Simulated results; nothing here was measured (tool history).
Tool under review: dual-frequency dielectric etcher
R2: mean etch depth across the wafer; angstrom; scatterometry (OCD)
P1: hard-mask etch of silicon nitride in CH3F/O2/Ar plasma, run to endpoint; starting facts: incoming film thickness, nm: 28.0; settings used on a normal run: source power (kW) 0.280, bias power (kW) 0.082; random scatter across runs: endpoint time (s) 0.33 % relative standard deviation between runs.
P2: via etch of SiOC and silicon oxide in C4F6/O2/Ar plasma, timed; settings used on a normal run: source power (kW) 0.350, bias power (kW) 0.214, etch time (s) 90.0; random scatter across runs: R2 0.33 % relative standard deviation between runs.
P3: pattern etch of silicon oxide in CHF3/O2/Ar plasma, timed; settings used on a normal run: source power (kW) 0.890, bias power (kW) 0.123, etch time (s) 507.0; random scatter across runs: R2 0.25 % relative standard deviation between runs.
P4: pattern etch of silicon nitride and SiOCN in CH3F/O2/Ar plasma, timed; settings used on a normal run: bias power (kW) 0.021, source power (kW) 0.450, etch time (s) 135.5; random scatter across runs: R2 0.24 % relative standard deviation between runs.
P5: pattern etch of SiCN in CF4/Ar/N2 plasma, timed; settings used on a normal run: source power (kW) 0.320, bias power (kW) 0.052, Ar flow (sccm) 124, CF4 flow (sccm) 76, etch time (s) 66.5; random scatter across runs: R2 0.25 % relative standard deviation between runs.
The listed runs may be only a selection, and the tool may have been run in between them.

run 1 day=0.738 | process_that_ran=P1 source_power_(kW)=0.280 bias_power_(kW)=0.082 | endpoint_time_(s)=44.367
run 2 day=1.300 | process_that_ran=P3 source_power_(kW)=0.890 bias_power_(kW)=0.074 etch_time_(s)=507.0 | R2=8632.60
run 3 day=2.033 | process_that_ran=P1 source_power_(kW)=0.390 bias_power_(kW)=0.082 | endpoint_time_(s)=38.984
run 4 day=2.775 | process_that_ran=P2 source_power_(kW)=0.450 bias_power_(kW)=0.214 etch_time_(s)=90.0 | R2=1119.80
run 5 day=3.379 | process_that_ran=P1 source_power_(kW)=0.160 bias_power_(kW)=0.082 | endpoint_time_(s)=54.335
run 6 day=3.875 | process_that_ran=P4 source_power_(kW)=0.450 bias_power_(kW)=0.021 etch_time_(s)=135.5 | R2=182.33
run 7 day=4.283 | process_that_ran=P5 source_power_(kW)=0.320 bias_power_(kW)=0.052 etch_time_(s)=66.5 Ar_flow_(sccm)=124 CF4_flow_(sccm)=76 | R2=372.99
run 8 day=4.900 | process_that_ran=P1 source_power_(kW)=0.280 bias_power_(kW)=0.082 | endpoint_time_(s)=44.197
run 9 day=5.621 | process_that_ran=P2 source_power_(kW)=0.350 bias_power_(kW)=0.136 etch_time_(s)=90.0 | R2=883.31
run 10 day=6.367 | process_that_ran=P5 source_power_(kW)=0.320 bias_power_(kW)=0.042 etch_time_(s)=66.5 Ar_flow_(sccm)=124 CF4_flow_(sccm)=76 | R2=348.07
run 11 day=6.892 | process_that_ran=P3 source_power_(kW)=0.560 bias_power_(kW)=0.123 etch_time_(s)=507.0 | R2=8315.50
run 12 day=7.233 | process_that_ran=P1 source_power_(kW)=0.280 bias_power_(kW)=0.112 | endpoint_time_(s)=39.462
run 13 day=7.921 | process_that_ran=P5 source_power_(kW)=0.320 bias_power_(kW)=0.052 etch_time_(s)=89.0 Ar_flow_(sccm)=124 CF4_flow_(sccm)=76 | R2=498.67
run 14 day=8.583 | process_that_ran=P1 source_power_(kW)=0.280 bias_power_(kW)=0.082 | endpoint_time_(s)=44.094
run 15 day=8.983 | process_that_ran=P1 source_power_(kW)=0.280 bias_power_(kW)=0.082 | endpoint_time_(s)=44.293
run 16 day=9.438 | process_that_ran=P2 source_power_(kW)=0.350 bias_power_(kW)=0.214 etch_time_(s)=51.5 | R2=587.51
run 17 day=9.888 | process_that_ran=P5 source_power_(kW)=0.320 bias_power_(kW)=0.052 etch_time_(s)=66.5 Ar_flow_(sccm)=124 CF4_flow_(sccm)=104 | R2=390.29
-- day=10.308 source power generator calibrated
run 18 day=10.617 | process_that_ran=P4 source_power_(kW)=0.560 bias_power_(kW)=0.021 etch_time_(s)=135.5 | R2=197.00
run 19 day=11.333 | process_that_ran=P3 source_power_(kW)=0.890 bias_power_(kW)=0.123 etch_time_(s)=507.0 | R2=9975.60
run 20 day=11.925 | process_that_ran=P1 source_power_(kW)=0.350 bias_power_(kW)=0.103 | endpoint_time_(s)=37.535
run 21 day=12.300 | process_that_ran=P4 source_power_(kW)=0.450 bias_power_(kW)=0.021 etch_time_(s)=183.0 | R2=246.20
run 22 day=12.854 | process_that_ran=P1 source_power_(kW)=0.280 bias_power_(kW)=0.082 | endpoint_time_(s)=44.210
run 23 day=13.583 | process_that_ran=P1 source_power_(kW)=0.280 bias_power_(kW)=0.050 | endpoint_time_(s)=51.940
run 24 day=14.158 | process_that_ran=P1 source_power_(kW)=0.280 bias_power_(kW)=0.082 | endpoint_time_(s)=44.166
run 25 day=14.800 | process_that_ran=P5 source_power_(kW)=0.320 bias_power_(kW)=0.052 etch_time_(s)=66.5 Ar_flow_(sccm)=166 CF4_flow_(sccm)=76 | R2=354.37
run 26 day=15.212 | process_that_ran=P5 source_power_(kW)=0.450 bias_power_(kW)=0.052 etch_time_(s)=66.5 Ar_flow_(sccm)=124 CF4_flow_(sccm)=76 | R2=502.55
run 27 day=15.612 | process_that_ran=P3 source_power_(kW)=0.890 bias_power_(kW)=0.123 etch_time_(s)=726.5 | R2=14271.00
run 28 day=16.267 | process_that_ran=P2 source_power_(kW)=0.350 bias_power_(kW)=0.214 etch_time_(s)=90.0 | R2=1023.70
run 29 day=16.942 | process_that_ran=P4 source_power_(kW)=0.450 bias_power_(kW)=0.017 etch_time_(s)=135.5 | R2=167.08
run 30 day=17.500 | process_that_ran=P5 source_power_(kW)=0.320 bias_power_(kW)=0.052 etch_time_(s)=66.5 Ar_flow_(sccm)=124 CF4_flow_(sccm)=76 | R2=372.03
run 31 day=17.838 | process_that_ran=P1 source_power_(kW)=0.360 bias_power_(kW)=0.063 | endpoint_time_(s)=44.114
run 32 day=18.212 | process_that_ran=P1 source_power_(kW)=0.280 bias_power_(kW)=0.082 | endpoint_time_(s)=44.293
run 33 day=18.633 | process_that_ran=P1 source_power_(kW)=0.280 bias_power_(kW)=0.082 | endpoint_time_(s)=44.483
run 34 day=19.292 | process_that_ran=P1 source_power_(kW)=0.280 bias_power_(kW)=0.082 | endpoint_time_(s)=44.618
run 35 day=19.646 | process_that_ran=P1 source_power_(kW)=0.280 bias_power_(kW)=0.082 | endpoint_time_(s)=44.589
run 36 day=20.200 | process_that_ran=P1 source_power_(kW)=0.280 bias_power_(kW)=0.082 | endpoint_time_(s)=44.732
run 37 day=20.767 | process_that_ran=P1 source_power_(kW)=0.280 bias_power_(kW)=0.082 | endpoint_time_(s)=44.674
-- day=20.988 wet clean of the chamber
run 38 day=21.167 | process_that_ran=P1 source_power_(kW)=0.280 bias_power_(kW)=0.082 | endpoint_time_(s)=44.982
run 39 day=21.621 | process_that_ran=P1 source_power_(kW)=0.280 bias_power_(kW)=0.082 | endpoint_time_(s)=44.934
run 40 day=21.954 | process_that_ran=P1 source_power_(kW)=0.280 bias_power_(kW)=0.082 | endpoint_time_(s)=44.804
run 41 day=22.642 | process_that_ran=P1 source_power_(kW)=0.280 bias_power_(kW)=0.082 | endpoint_time_(s)=45.113
run 42 day=23.325 | process_that_ran=P1 source_power_(kW)=0.280 bias_power_(kW)=0.082 | endpoint_time_(s)=45.058
run 43 day=23.692 | process_that_ran=P1 source_power_(kW)=0.280 bias_power_(kW)=0.082 | endpoint_time_(s)=44.787

The output of P1 has drifted from where it used to be. Each of the 2 causes below, taken at the size shown beside it, accounts for the log equally well:
A: source power that arrives under what is set, % = 4.34
B: bias power that arrives under what is set, % = 4.5
Onset of the creep was near day 18.212.
All other causes, with the reason each is excluded:
chamber walls in a state that lowers the etch rate, %: serviced at day 20.988, after the change had begun; the process did not return to its earlier output

Of the 4 check runs listed below, each run on one wafer and each result written as a question mark, which would let you distinguish the listed causes because they would give clearly different results?
run check 1 day=24.058 | process_that_ran=P4 source_power_(kW)=0.530 bias_power_(kW)=0.021 etch_time_(s)=135.5 | R2=?
run check 2 day=24.058 | process_that_ran=P5 source_power_(kW)=0.440 bias_power_(kW)=0.052 etch_time_(s)=66.5 Ar_flow_(sccm)=124 CF4_flow_(sccm)=76 | R2=?
run check 3 day=24.058 | process_that_ran=P3 source_power_(kW)=0.600 bias_power_(kW)=0.092 etch_time_(s)=507.0 | R2=?
run check 4 day=24.058 | process_that_ran=P2 source_power_(kW)=0.400 bias_power_(kW)=0.214 etch_time_(s)=90.0 | R2=?

What every check run would give for each of its results, assuming each possible cause in turn:
check=check_1 result=R2 if_A=190.33 if_B=189.54
check=check_2 result=R2 if_A=473.64 if_B=485.18
check=check_3 result=R2 if_A=7684.80 if_B=7720.20
check=check_4 result=R2 if_A=1054.90 if_B=1056.70
Per-check spread between the two closest causes, in the result where they differ most: check 1 0.42 %; check 2 2.41 %; check 3 0.46 %; check 4 0.17 %
The other checks would show nearly matching results whichever cause is true, so check 2 is the only one that separates the causes.

Here is what check 2 returned: R2 486.58 angstrom. Which cause is it?

The cause is B: bias power that arrives under what is set, %.
